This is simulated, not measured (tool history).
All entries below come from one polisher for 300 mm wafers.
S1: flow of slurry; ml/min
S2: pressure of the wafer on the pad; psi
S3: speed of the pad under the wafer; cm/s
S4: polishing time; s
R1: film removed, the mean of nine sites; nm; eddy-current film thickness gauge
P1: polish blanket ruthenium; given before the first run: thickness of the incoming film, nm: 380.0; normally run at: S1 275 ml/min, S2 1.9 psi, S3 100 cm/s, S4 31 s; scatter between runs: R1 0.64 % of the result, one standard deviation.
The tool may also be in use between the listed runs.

run 1 hour=5.7 | S1=275 S2=1.9 S3=100 S4=31 | R1=26.435
run 2 hour=11.5 | S1=275 S2=1.9 S3=100 S4=42 | R1=36.042
run 3 hour=17.9 | S1=275 S2=1.9 S3=146 S4=31 | R1=39.065
run 4 hour=24.4 | S1=275 S2=1.9 S3=100 S4=16 | R1=13.725
run 5 hour=28.6 | S1=175 S2=1.9 S3=100 S4=19 | R1=15.225
run 6 hour=34.0 | S1=275 S2=1.9 S3=100 S4=31 | R1=26.406
run 7 hour=41.4 | S1=275 S2=1.9 S3=100 S4=31 | R1=26.455
run 8 hour=46.0 | S1=275 S2=3.0 S3=100 S4=31 | R1=41.905
-- hour=46.7 slurry nozzle cleaned
run 9 hour=51.9 | S1=275 S2=1.9 S3=100 S4=31 | R1=26.309
run 10 hour=58.9 | S1=275 S2=1.9 S3=62 S4=31 | R1=16.598
run 11 hour=66.7 | S1=275 S2=1.9 S3=100 S4=31 | R1=26.741
run 12 hour=71.4 | S1=275 S2=0.9 S3=100 S4=31 | R1=12.525
run 13 hour=80.9 | S1=415 S2=1.9 S3=100 S4=31 | R1=27.565
run 14 hour=90.1 | S1=165 S2=1.9 S3=100 S4=31 | R1=24.825
run 15 hour=95.3 | S1=275 S2=1.9 S3=100 S4=31 | R1=26.502
run 16 hour=99.9 | S1=275 S2=1.9 S3=100 S4=31 | R1=26.158
run 17 hour=106.1 | S1=275 S2=1.9 S3=100 S4=31 | R1=25.874

The next listed run, before its measurement:
-- hour=111.0 worn pad replaced by a new one
run 18 hour=115.1 | S1=275 S2=1.9 S3=100 S4=31 | R1=?

Run 18 yielded R1 25.688 nm.
